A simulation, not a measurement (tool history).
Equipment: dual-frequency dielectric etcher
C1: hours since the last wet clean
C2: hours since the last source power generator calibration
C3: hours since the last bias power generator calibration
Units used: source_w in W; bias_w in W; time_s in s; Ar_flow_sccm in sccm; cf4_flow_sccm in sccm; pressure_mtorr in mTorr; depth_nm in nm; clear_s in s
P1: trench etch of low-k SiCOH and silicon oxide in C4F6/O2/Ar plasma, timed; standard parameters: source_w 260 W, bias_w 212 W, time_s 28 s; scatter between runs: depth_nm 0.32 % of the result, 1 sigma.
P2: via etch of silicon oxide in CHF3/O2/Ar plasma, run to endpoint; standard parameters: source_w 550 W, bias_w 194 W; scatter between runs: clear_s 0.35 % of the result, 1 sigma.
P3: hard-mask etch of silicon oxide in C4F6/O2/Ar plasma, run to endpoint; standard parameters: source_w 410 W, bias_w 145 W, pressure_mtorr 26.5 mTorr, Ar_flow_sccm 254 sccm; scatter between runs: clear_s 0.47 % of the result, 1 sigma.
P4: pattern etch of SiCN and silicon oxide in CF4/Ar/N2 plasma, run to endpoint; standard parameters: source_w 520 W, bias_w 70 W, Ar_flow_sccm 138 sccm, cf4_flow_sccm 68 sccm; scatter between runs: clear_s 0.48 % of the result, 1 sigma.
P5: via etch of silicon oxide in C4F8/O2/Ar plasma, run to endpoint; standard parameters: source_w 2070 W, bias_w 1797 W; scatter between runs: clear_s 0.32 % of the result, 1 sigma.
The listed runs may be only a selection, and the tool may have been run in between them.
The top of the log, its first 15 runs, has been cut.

run 16 hour=87.1 | process=P1 source_w=260 bias_w=146 time_s=28 | C1=166.3 C2=1231.5 C3=30.7 | depth_nm=67.997
run 17 hour=92.5 | process=P5 source_w=2070 bias_w=1797 | C1=171.7 C2=1236.9 C3=36.1 | clear_s=152.670
run 18 hour=96.3 | process=P1 source_w=180 bias_w=212 time_s=28 | C1=175.5 C2=1240.7 C3=39.9 | depth_nm=66.474
run 19 hour=103.6 | process=P2 source_w=550 bias_w=119 | C1=182.8 C2=1248.0 C3=47.2 | clear_s=415.360
run 20 hour=109.0 | process=P3 source_w=410 bias_w=145 Ar_flow_sccm=328 pressure_mtorr=26.5 | C1=188.2 C2=1253.4 C3=52.6 | clear_s=68.980
run 21 hour=116.1 | process=P1 source_w=260 bias_w=169 time_s=40 | C1=195.3 C2=1260.5 C3=59.7 | depth_nm=101.740
run 22 hour=121.0 | process=P3 source_w=410 bias_w=145 Ar_flow_sccm=254 pressure_mtorr=26.5 | C1=200.2 C2=1265.4 C3=64.6 | clear_s=66.805
run 23 hour=127.5 | process=P5 source_w=2070 bias_w=2456 | C1=206.7 C2=1271.9 C3=71.1 | clear_s=138.460
run 24 hour=132.3 | process=P1 source_w=320 bias_w=272 time_s=28 | C1=211.5 C2=1276.7 C3=75.9 | depth_nm=90.314
run 25 hour=138.1 | process=P4 source_w=520 bias_w=70 Ar_flow_sccm=100 cf4_flow_sccm=68 | C1=217.3 C2=1282.5 C3=81.7 | clear_s=18.168
run 26 hour=141.5 | process=P3 source_w=410 bias_w=145 Ar_flow_sccm=254 pressure_mtorr=34.5 | C1=220.7 C2=1285.9 C3=85.1 | clear_s=69.508
run 27 hour=145.7 | process=P2 source_w=550 bias_w=194 | C1=224.9 C2=1290.1 C3=89.3 | clear_s=355.020
run 28 hour=151.3 | process=P1 source_w=260 bias_w=212 time_s=28 | C1=230.5 C2=1295.7 C3=94.9 | depth_nm=76.931

Run 29, settings as shown, results not yet in. Your forecast:
run 29 hour=155.1 | process=P4 source_w=520 bias_w=70 Ar_flow_sccm=138 cf4_flow_sccm=68 | C1=234.3 C2=1299.5 C3=98.7 | clear_s=?

Logged for run 29: clear_s 19.116 s.
